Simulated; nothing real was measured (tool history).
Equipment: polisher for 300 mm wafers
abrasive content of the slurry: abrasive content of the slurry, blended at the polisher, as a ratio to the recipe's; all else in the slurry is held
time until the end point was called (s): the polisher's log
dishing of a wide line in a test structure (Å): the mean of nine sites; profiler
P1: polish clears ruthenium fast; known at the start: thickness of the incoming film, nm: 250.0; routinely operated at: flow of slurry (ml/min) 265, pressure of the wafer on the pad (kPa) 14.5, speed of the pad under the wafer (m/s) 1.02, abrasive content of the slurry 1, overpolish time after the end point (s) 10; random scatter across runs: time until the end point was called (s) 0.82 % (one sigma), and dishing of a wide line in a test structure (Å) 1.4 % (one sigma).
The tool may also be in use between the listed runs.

run	day	flow of slurry (ml/min)	pressure of the wafer on the pad (kPa)	speed of the pad under the wafer (m/s)	abrasive content of the slurry	overpolish time after the end point (s)	wafers polished on this pad	hours since the slurry nozzle was cleaned	hours since the head pressure was calibrated	hours since the slurry blender was calibrated	time until the end point was called (s)	dishing of a wide line in a test structure (Å)
1	0.5	265	14.5	1.02	1	10	369	215.5	1043.3	209.5	65.836	298.39
2	0.95	265	14.5	1.02	0.55	10	464	226.3	1054.1	220.3	90.545	227.18
3	1.458	265	21.4	1.02	1	10	571	238.5	1066.3	232.5	45.472	422.07
4	2.092	265	14.5	1.02	1	10	704	253.7	1081.5	247.7	66.599	305.37
5	2.675	375	14.5	1.02	1	10	827	267.7	1095.5	261.7	64.984	310.79
6	3.117	265	14.5	1.48	1	10	920	278.3	1106.1	272.3	45.901	420.91
7	3.496	265	14.5	1.02	1	3	999	287.4	1115.2	281.4	66.574	97.385
8	4.05	160	14.5	1.02	1	10	1116	300.7	1128.5	294.7	71.693	287.71
9	4.6	265	6.2	1.02	1	10	1232	313.9	1141.7	307.9	155.24	140.55
10	4.954	160	14.5	1.58	1	10	1306	322.4	1150.2	316.4	45.917	411.21
11	5.496	265	14.5	1.02	1	10	1420	335.4	1163.2	329.4	66.925	306.37
12	5.967	265	14.5	1.02	1	10	1519	346.7	1174.5	340.7	67.676	293.91
13	6.392	265	14.5	1.02	1.45	10	1609	356.9	1184.7	350.9	56.607	345.94

Forecast run 14:
14	7.058	265	14.5	0.58	1	10	1749	372.9	1200.7	366.9	?	?

{"run 14": {"time until the end point was called (s)": 118.43, "dishing of a wide line in a test structure (Å)": 178.21}}

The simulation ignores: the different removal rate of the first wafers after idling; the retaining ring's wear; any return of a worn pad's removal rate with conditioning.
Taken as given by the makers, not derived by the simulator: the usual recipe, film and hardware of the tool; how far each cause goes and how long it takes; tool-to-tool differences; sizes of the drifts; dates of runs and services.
